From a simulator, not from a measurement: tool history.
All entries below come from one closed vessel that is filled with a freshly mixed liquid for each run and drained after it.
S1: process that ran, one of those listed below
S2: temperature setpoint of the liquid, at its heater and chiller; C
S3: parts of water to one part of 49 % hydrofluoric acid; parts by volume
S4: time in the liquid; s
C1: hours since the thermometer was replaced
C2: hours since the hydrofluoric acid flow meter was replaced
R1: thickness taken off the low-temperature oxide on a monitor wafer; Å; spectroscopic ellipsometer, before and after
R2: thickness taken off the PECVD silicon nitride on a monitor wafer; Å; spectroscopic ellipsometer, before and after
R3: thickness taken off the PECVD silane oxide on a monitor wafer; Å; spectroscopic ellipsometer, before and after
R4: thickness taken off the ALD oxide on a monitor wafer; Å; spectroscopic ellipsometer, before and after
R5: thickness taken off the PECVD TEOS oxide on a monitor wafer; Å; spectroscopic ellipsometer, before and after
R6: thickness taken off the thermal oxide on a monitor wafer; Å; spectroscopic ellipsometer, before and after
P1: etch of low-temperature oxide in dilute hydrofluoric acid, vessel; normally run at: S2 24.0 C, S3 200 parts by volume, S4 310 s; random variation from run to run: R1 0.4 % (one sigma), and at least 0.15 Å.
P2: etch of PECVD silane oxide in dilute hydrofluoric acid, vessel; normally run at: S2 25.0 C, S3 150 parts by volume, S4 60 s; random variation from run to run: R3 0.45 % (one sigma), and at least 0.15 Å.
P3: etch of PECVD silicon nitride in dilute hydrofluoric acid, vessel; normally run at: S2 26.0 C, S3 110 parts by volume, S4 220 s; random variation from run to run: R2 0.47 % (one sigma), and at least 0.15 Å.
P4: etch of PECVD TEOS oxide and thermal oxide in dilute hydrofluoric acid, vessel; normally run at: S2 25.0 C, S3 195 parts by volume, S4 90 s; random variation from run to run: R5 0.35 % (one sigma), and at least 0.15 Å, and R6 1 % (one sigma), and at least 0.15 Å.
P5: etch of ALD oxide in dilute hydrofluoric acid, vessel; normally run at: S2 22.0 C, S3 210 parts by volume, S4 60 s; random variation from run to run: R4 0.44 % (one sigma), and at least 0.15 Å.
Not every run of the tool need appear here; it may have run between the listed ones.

Run 1, hour 5.9: S1 P1, S2 24.0 C, S3 200 parts by volume, S4 310 s; C1 1269.7; C2 446.2. Result: R1 206.920 Å.
Run 2, hour 10.6: S1 P3, S2 31.5 C, S3 110 parts by volume, S4 220 s; C1 1274.4; C2 450.9. Result: R2 75.931 Å.
Run 3, hour 14.1: S1 P1, S2 24.0 C, S3 200 parts by volume, S4 310 s; C1 1277.9; C2 454.4. Result: R1 206.810 Å.
Run 4, hour 19.6: S1 P1, S2 24.0 C, S3 200 parts by volume, S4 310 s; C1 1283.4; C2 459.9. Result: R1 205.630 Å.
Run 5, hour 24.0: S1 P2, S2 25.0 C, S3 150 parts by volume, S4 60 s; C1 1287.8; C2 464.3. Result: R3 172.500 Å.
Run 6, hour 28.2: S1 P5, S2 22.0 C, S3 210 parts by volume, S4 60 s; C1 1292.0; C2 468.5. Result: R4 48.755 Å.
Run 7, hour 33.6: S1 P5, S2 27.5 C, S3 210 parts by volume, S4 60 s; C1 1297.4; C2 473.9. Result: R4 59.588 Å.
At hour 35.0: hydrofluoric acid flow meter replaced.
Run 8, hour 38.0: S1 P5, S2 22.0 C, S3 210 parts by volume, S4 30 s; C1 1301.8; C2 3.1. Result: R4 24.613 Å.
Run 9, hour 41.8: S1 P3, S2 26.0 C, S3 110 parts by volume, S4 80 s; C1 1305.6; C2 6.9. Result: R2 19.384 Å.
Run 10, hour 45.3: S1 P4, S2 25.0 C, S3 195 parts by volume, S4 90 s; C1 1309.1; C2 10.4. Result: R5 118.750 Å, R6 20.9760 Å.
Run 11, hour 48.2: S1 P1, S2 24.0 C, S3 200 parts by volume, S4 310 s; C1 1312.0; C2 13.3. Result: R1 204.930 Å.
Run 12, hour 52.7: S1 P3, S2 26.0 C, S3 110 parts by volume, S4 220 s; C1 1316.5; C2 17.8. Result: R2 53.311 Å.
Run 13, hour 58.3: S1 P3, S2 26.0 C, S3 110 parts by volume, S4 220 s; C1 1322.1; C2 23.4. Result: R2 53.702 Å.
Run 14, hour 63.3: S1 P4, S2 25.0 C, S3 360 parts by volume, S4 90 s; C1 1327.1; C2 28.4. Result: R5 53.842 Å, R6 9.6466 Å.
Run 15, hour 69.0: S1 P1, S2 24.0 C, S3 200 parts by volume, S4 310 s; C1 1332.8; C2 34.1. Result: R1 206.120 Å.
Run 16, hour 72.5: S1 P2, S2 25.0 C, S3 235 parts by volume, S4 60 s; C1 1336.3; C2 37.6. Result: R3 99.625 Å.
Run 17, hour 79.2: S1 P1, S2 24.0 C, S3 200 parts by volume, S4 95 s; C1 1343.0; C2 44.3. Result: R1 63.881 Å.
Run 18, hour 82.7: S1 P1, S2 24.0 C, S3 100 parts by volume, S4 310 s; C1 1346.5; C2 47.8. Result: R1 462.390 Å.
Run 19, hour 86.3: S1 P4, S2 30.5 C, S3 195 parts by volume, S4 90 s; C1 1350.1; C2 51.4. Result: R5 144.070 Å, R6 26.1670 Å.
Run 20, hour 90.8: S1 P2, S2 25.0 C, S3 150 parts by volume, S4 30 s; C1 1354.6; C2 55.9. Result: R3 85.388 Å.
Run 21, hour 93.8: S1 P1, S2 24.0 C, S3 200 parts by volume, S4 310 s; C1 1357.6; C2 58.9. Result: R1 204.670 Å.
Run 22, hour 100.1: S1 P1, S2 17.5 C, S3 200 parts by volume, S4 310 s; C1 1363.9; C2 65.2. Result: R1 160.150 Å.
Run 23, hour 104.4: S1 P2, S2 32.0 C, S3 150 parts by volume, S4 60 s; C1 1368.2; C2 69.5. Result: R3 221.580 Å.
Run 24, hour 109.5: S1 P1, S2 24.0 C, S3 330 parts by volume, S4 310 s; C1 1373.3; C2 74.6. Result: R1 108.890 Å.
Run 25, hour 114.6: S1 P1, S2 32.0 C, S3 200 parts by volume, S4 310 s; C1 1378.4; C2 79.7. Result: R1 273.610 Å.
Run 26, hour 119.0: S1 P4, S2 25.0 C, S3 195 parts by volume, S4 165 s; C1 1382.8; C2 84.1. Result: R5 216.530 Å, R6 39.3570 Å.
Run 27, hour 122.7: S1 P1, S2 24.0 C, S3 200 parts by volume, S4 470 s; C1 1386.5; C2 87.8. Result: R1 313.140 Å.
Run 28, hour 128.4: S1 P1, S2 28.5 C, S3 100 parts by volume, S4 310 s; C1 1392.2; C2 93.5. Result: R1 549.460 Å.
Run 29, hour 134.4: S1 P1, S2 24.0 C, S3 305 parts by volume, S4 575 s; C1 1398.2; C2 99.5. Result: R1 225.060 Å.
Run 30, hour 137.7: S1 P1, S2 24.0 C, S3 80 parts by volume, S4 560 s; C1 1401.5; C2 102.8. Result: R1 1063.700 Å.
Run 31, hour 143.9: S1 P5, S2 22.0 C, S3 210 parts by volume, S4 60 s; C1 1407.7; C2 109.0. Result: R4 48.284 Å.
Run 32, hour 148.7: S1 P5, S2 22.0 C, S3 90 parts by volume, S4 60 s; C1 1412.5; C2 113.8. Result: R4 129.390 Å.
Run 33, hour 151.9: S1 P1, S2 24.0 C, S3 200 parts by volume, S4 310 s; C1 1415.7; C2 117.0. Result: R1 205.210 Å.
Run 34, hour 155.8: S1 P3, S2 26.0 C, S3 35 parts by volume, S4 220 s; C1 1419.6; C2 120.9. Result: R2 166.140 Å.
Run 35, hour 161.4: S1 P1, S2 24.0 C, S3 200 parts by volume, S4 310 s; C1 1425.2; C2 126.5. Result: R1 204.450 Å.
Run 36, hour 166.7: S1 P1, S2 24.0 C, S3 200 parts by volume, S4 310 s; C1 1430.5; C2 131.8. Result: R1 209.250 Å.
Run 37, hour 169.5: S1 P1, S2 24.0 C, S3 200 parts by volume, S4 310 s; C1 1433.3; C2 134.6. Result: R1 211.280 Å.
Run 38, hour 174.7: S1 P1, S2 24.0 C, S3 200 parts by volume, S4 310 s; C1 1438.5; C2 139.8. Result: R1 214.090 Å.
Run 39, hour 179.4: S1 P1, S2 24.0 C, S3 200 parts by volume, S4 310 s; C1 1443.2; C2 144.5. Result: R1 215.940 Å.
Run 40, hour 185.1: S1 P1, S2 24.0 C, S3 200 parts by volume, S4 310 s; C1 1448.9; C2 150.2. Result: R1 217.320 Å.
Run 41, hour 189.8: S1 P1, S2 24.0 C, S3 200 parts by volume, S4 310 s; C1 1453.6; C2 154.9. Result: R1 216.900 Å.
Run 42, hour 196.2: S1 P1, S2 24.0 C, S3 200 parts by volume, S4 310 s; C1 1460.0; C2 161.3. Result: R1 216.330 Å.
Run 43, hour 199.2: S1 P1, S2 24.0 C, S3 200 parts by volume, S4 310 s; C1 1463.0; C2 164.3. Result: R1 219.210 Å.
Run 44, hour 203.7: S1 P1, S2 24.0 C, S3 200 parts by volume, S4 310 s; C1 1467.5; C2 168.8. Result: R1 219.170 Å.
Run 45, hour 207.3: S1 P1, S2 24.0 C, S3 200 parts by volume, S4 310 s; C1 1471.1; C2 172.4. Result: R1 219.080 Å.
Run 46, hour 211.5: S1 P1, S2 24.0 C, S3 200 parts by volume, S4 310 s; C1 1475.3; C2 176.6. Result: R1 218.350 Å.

P1 has crept away from where it was. The log is fitted equally well by each of these 2 causes, at the sizes shown:
A: hydrofluoric acid flow above the setpoint (%) = 5.27
B: liquid hotter than its thermometer reads (K) = 1.7
At approximately hour 161.4, the process output began to creep.

4 check runs are offered, one wafer each, their results left as question marks. Which one tells the causes apart?
Run check 1, hour 215.7: S1 P4, S2 25.0 C, S3 195 parts by volume, S4 90 s. Result: R5 ?, R6 ?.
Run check 2, hour 215.7: S1 P5, S2 22.0 C, S3 210 parts by volume, S4 60 s. Result: R4 ?.
Run check 3, hour 215.7: S1 P2, S2 25.0 C, S3 150 parts by volume, S4 60 s. Result: R3 ?.
Run check 4, hour 215.7: S1 P3, S2 26.0 C, S3 110 parts by volume, S4 220 s. Result: R2 ?.

If the cause were each of the candidates in turn, the checks would give the following:
  check  result     if A     if B
check 1      R5  126.080  126.020
check 1      R6  22.7250  22.7150
check 2      R4   51.843   51.902
check 3      R3  182.260  182.910
check 4      R2   56.564   59.934
Minimum pairwise separation of causes per check, each pair taken at its best-separating result: check 1 0.04 %; check 2 0.11 %; check 3 0.36 %; check 4 5.79 %
Check 4 is the one run that separates the causes; every other check would come out nearly the same whichever cause is at work.

Here is what check 4 returned: R2 56.352 Å. Which cause is it?

The correct cause is A, namely: hydrofluoric acid flow above the setpoint (%).

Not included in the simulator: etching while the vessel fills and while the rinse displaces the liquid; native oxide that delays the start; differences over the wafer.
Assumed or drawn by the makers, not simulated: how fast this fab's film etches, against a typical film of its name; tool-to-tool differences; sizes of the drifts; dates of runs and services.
